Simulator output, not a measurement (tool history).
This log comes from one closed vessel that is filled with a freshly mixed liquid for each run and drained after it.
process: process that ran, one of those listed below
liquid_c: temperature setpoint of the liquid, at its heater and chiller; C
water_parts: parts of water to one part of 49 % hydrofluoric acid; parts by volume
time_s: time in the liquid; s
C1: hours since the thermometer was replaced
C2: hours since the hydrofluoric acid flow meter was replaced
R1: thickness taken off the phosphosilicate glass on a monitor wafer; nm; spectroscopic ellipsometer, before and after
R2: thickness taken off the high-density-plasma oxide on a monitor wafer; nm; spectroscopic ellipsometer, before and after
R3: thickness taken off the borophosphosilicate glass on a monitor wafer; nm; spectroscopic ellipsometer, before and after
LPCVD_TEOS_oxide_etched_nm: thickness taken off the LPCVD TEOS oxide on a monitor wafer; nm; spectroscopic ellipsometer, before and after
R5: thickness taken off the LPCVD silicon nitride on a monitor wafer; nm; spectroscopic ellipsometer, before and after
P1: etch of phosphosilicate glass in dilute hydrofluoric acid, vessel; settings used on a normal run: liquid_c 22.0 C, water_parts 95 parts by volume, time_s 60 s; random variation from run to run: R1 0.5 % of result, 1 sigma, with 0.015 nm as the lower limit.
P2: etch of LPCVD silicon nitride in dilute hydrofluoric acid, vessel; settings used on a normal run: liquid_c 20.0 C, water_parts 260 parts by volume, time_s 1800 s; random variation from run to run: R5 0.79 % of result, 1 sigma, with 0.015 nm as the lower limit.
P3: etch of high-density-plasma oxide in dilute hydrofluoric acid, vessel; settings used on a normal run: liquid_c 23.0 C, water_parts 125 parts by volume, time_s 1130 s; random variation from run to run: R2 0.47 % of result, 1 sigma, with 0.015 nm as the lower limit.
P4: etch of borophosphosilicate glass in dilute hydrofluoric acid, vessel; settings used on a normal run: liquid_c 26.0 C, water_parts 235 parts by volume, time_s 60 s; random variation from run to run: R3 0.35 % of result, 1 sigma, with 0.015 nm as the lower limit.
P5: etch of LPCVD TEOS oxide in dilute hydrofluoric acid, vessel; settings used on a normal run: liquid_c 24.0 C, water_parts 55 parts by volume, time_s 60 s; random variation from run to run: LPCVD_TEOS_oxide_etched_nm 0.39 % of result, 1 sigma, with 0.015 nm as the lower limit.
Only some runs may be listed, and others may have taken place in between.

Run 1, hour 8.5: process P1, liquid_c 22.0 C, water_parts 95 parts by volume, time_s 60 s; C1 216.1; C2 548.6. Result: R1 99.160 nm.
Run 2, hour 19.0: process P1, liquid_c 17.5 C, water_parts 160 parts by volume, time_s 60 s; C1 226.6; C2 559.1. Result: R1 45.923 nm.
Run 3, hour 30.1: process P3, liquid_c 23.0 C, water_parts 125 parts by volume, time_s 1130 s; C1 237.7; C2 570.2. Result: R2 42.541 nm.
Run 4, hour 41.4: process P4, liquid_c 26.0 C, water_parts 235 parts by volume, time_s 60 s; C1 249.0; C2 581.5. Result: R3 9.7826 nm.
Run 5, hour 53.5: process P5, liquid_c 24.0 C, water_parts 55 parts by volume, time_s 60 s; C1 261.1; C2 593.6. Result: LPCVD_TEOS_oxide_etched_nm 37.377 nm.
Run 6, hour 62.5: process P1, liquid_c 22.0 C, water_parts 95 parts by volume, time_s 60 s; C1 270.1; C2 602.6. Result: R1 98.448 nm.
Run 7, hour 74.5: process P4, liquid_c 26.0 C, water_parts 45 parts by volume, time_s 60 s; C1 282.1; C2 614.6. Result: R3 64.4350 nm.
Run 8, hour 84.3: process P1, liquid_c 22.0 C, water_parts 25 parts by volume, time_s 95 s; C1 291.9; C2 624.4. Result: R1 641.810 nm.
Run 9, hour 97.4: process P4, liquid_c 26.0 C, water_parts 235 parts by volume, time_s 60 s; C1 305.0; C2 637.5. Result: R3 9.8010 nm.
Run 10, hour 105.7: process P3, liquid_c 23.0 C, water_parts 125 parts by volume, time_s 1130 s; C1 313.3; C2 645.8. Result: R2 42.790 nm.
Run 11, hour 113.9: process P1, liquid_c 22.0 C, water_parts 95 parts by volume, time_s 35 s; C1 321.5; C2 654.0. Result: R1 57.378 nm.
Run 12, hour 120.4: process P3, liquid_c 23.0 C, water_parts 80 parts by volume, time_s 1130 s; C1 328.0; C2 660.5. Result: R2 70.256 nm.
Run 13, hour 132.4: process P3, liquid_c 23.0 C, water_parts 125 parts by volume, time_s 250 s; C1 340.0; C2 672.5. Result: R2 9.440 nm.
Run 14, hour 142.3: process P1, liquid_c 25.5 C, water_parts 95 parts by volume, time_s 60 s; C1 349.9; C2 682.4. Result: R1 114.940 nm.
Run 15, hour 151.4: process P1, liquid_c 22.0 C, water_parts 95 parts by volume, time_s 60 s; C1 359.0; C2 691.5. Result: R1 98.058 nm.
Run 16, hour 161.1: process P1, liquid_c 22.0 C, water_parts 30 parts by volume, time_s 60 s; C1 368.7; C2 701.2. Result: R1 339.080 nm.
Run 17, hour 168.2: process P1, liquid_c 22.0 C, water_parts 95 parts by volume, time_s 85 s; C1 375.8; C2 708.3. Result: R1 140.730 nm.
Run 18, hour 176.7: process P4, liquid_c 18.0 C, water_parts 235 parts by volume, time_s 60 s; C1 384.3; C2 716.8. Result: R3 7.2696 nm.
Run 19, hour 185.8: process P2, liquid_c 20.0 C, water_parts 55 parts by volume, time_s 1800 s; C1 393.4; C2 725.9. Result: R5 12.43100 nm.
Run 20, hour 194.5: process P5, liquid_c 17.0 C, water_parts 55 parts by volume, time_s 60 s; C1 402.1; C2 734.6. Result: LPCVD_TEOS_oxide_etched_nm 27.812 nm.
Run 21, hour 206.8: process P5, liquid_c 24.0 C, water_parts 55 parts by volume, time_s 30 s; C1 414.4; C2 746.9. Result: LPCVD_TEOS_oxide_etched_nm 18.810 nm.
Run 22, hour 214.1: process P2, liquid_c 20.0 C, water_parts 260 parts by volume, time_s 245 s; C1 421.7; C2 754.2. Result: R5 0.37654 nm.
Run 23, hour 228.2: process P3, liquid_c 28.5 C, water_parts 125 parts by volume, time_s 1130 s; C1 435.8; C2 768.3. Result: R2 52.231 nm.
Run 24, hour 241.8: process P1, liquid_c 22.0 C, water_parts 155 parts by volume, time_s 60 s; C1 449.4; C2 781.9. Result: R1 56.714 nm.
Run 25, hour 253.1: process P4, liquid_c 26.0 C, water_parts 235 parts by volume, time_s 85 s; C1 460.7; C2 793.2. Result: R3 13.8880 nm.
Run 26, hour 261.7: process P5, liquid_c 24.0 C, water_parts 100 parts by volume, time_s 60 s; C1 469.3; C2 801.8. Result: LPCVD_TEOS_oxide_etched_nm 19.467 nm.
Run 27, hour 276.0: process P2, liquid_c 20.0 C, water_parts 260 parts by volume, time_s 1800 s; C1 483.6; C2 816.1. Result: R5 2.74620 nm.
Run 28, hour 289.6: process P1, liquid_c 22.0 C, water_parts 95 parts by volume, time_s 60 s; C1 497.2; C2 829.7. Result: R1 99.641 nm.
Run 29, hour 303.5: process P1, liquid_c 22.0 C, water_parts 95 parts by volume, time_s 60 s; C1 511.1; C2 843.6. Result: R1 99.151 nm.
At hour 314.9: thermometer replaced.
Run 30, hour 316.1: process P1, liquid_c 22.0 C, water_parts 95 parts by volume, time_s 60 s; C1 1.2; C2 856.2. Result: R1 98.396 nm.
Run 31, hour 329.9: process P1, liquid_c 17.0 C, water_parts 95 parts by volume, time_s 95 s; C1 15.0; C2 870.0. Result: R1 126.710 nm.
Run 32, hour 338.2: process P1, liquid_c 17.0 C, water_parts 95 parts by volume, time_s 60 s; C1 23.3; C2 878.3. Result: R1 80.463 nm.
Run 33, hour 349.5: process P2, liquid_c 20.0 C, water_parts 260 parts by volume, time_s 1800 s; C1 34.6; C2 889.6. Result: R5 2.72550 nm.
Run 34, hour 363.1: process P2, liquid_c 17.0 C, water_parts 260 parts by volume, time_s 1800 s; C1 48.2; C2 903.2. Result: R5 2.22670 nm.
Run 35, hour 372.6: process P1, liquid_c 22.0 C, water_parts 95 parts by volume, time_s 60 s; C1 57.7; C2 912.7. Result: R1 98.395 nm.
Run 36, hour 385.7: process P1, liquid_c 22.0 C, water_parts 95 parts by volume, time_s 60 s; C1 70.8; C2 925.8. Result: R1 96.380 nm.
Run 37, hour 394.8: process P1, liquid_c 22.0 C, water_parts 95 parts by volume, time_s 60 s; C1 79.9; C2 934.9. Result: R1 94.794 nm.
Run 38, hour 408.2: process P1, liquid_c 22.0 C, water_parts 95 parts by volume, time_s 60 s; C1 93.3; C2 948.3. Result: R1 93.287 nm.
Run 39, hour 415.7: process P1, liquid_c 22.0 C, water_parts 95 parts by volume, time_s 60 s; C1 100.8; C2 955.8. Result: R1 92.838 nm.
Run 40, hour 423.9: process P1, liquid_c 22.0 C, water_parts 95 parts by volume, time_s 60 s; C1 109.0; C2 964.0. Result: R1 92.205 nm.
Run 41, hour 430.9: process P1, liquid_c 22.0 C, water_parts 95 parts by volume, time_s 60 s; C1 116.0; C2 971.0. Result: R1 92.092 nm.
Run 42, hour 441.5: process P1, liquid_c 22.0 C, water_parts 95 parts by volume, time_s 60 s; C1 126.6; C2 981.6. Result: R1 93.049 nm.
Run 43, hour 453.3: process P1, liquid_c 22.0 C, water_parts 95 parts by volume, time_s 60 s; C1 138.4; C2 993.4. Result: R1 92.084 nm.
Run 44, hour 464.9: process P1, liquid_c 22.0 C, water_parts 95 parts by volume, time_s 60 s; C1 150.0; C2 1005.0. Result: R1 93.341 nm.

What P1 gives has crept away from where it was. These 2 causes fit the log equally well, each at the size given:
A: liquid colder than its thermometer reads (K) = 1.79
B: hydrofluoric acid flow below the setpoint (%) = 6.34
At approximately hour 372.6, the process output began to creep.

Listed below are the offered check runs, one wafer per run, with question marks in place of results. For which of them would the causes give clearly different outcomes?
Run check 1, hour 476.5: process P5, liquid_c 24.0 C, water_parts 95 parts by volume, time_s 60 s. Result: LPCVD_TEOS_oxide_etched_nm ?.
Run check 2, hour 476.5: process P4, liquid_c 26.0 C, water_parts 115 parts by volume, time_s 60 s. Result: R3 ?.
Run check 3, hour 476.5: process P3, liquid_c 27.5 C, water_parts 125 parts by volume, time_s 695 s. Result: R2 ?.
Run check 4, hour 476.5: process P2, liquid_c 20.0 C, water_parts 70 parts by volume, time_s 1800 s. Result: R5 ?.

Expected result of each check under each candidate cause:
  check                      result     if A     if B
check 1  LPCVD_TEOS_oxide_etched_nm   19.124   19.092
check 2                          R3  21.4780  21.3540
check 3                          R2   29.120   28.877
check 4                          R5  8.54360  9.07430
How far apart the two closest causes lie, in the result that separates them most: check 1 0.17 %; check 2 0.58 %; check 3 0.84 %; check 4 6.03 %
Only in check 4 would the causes give clearly different results; in the remaining checks their results would be nearly the same.

Then check 4 was run and gave: R5 9.08740 nm. Which cause is it?

It is B: hydrofluoric acid flow below the setpoint (%).
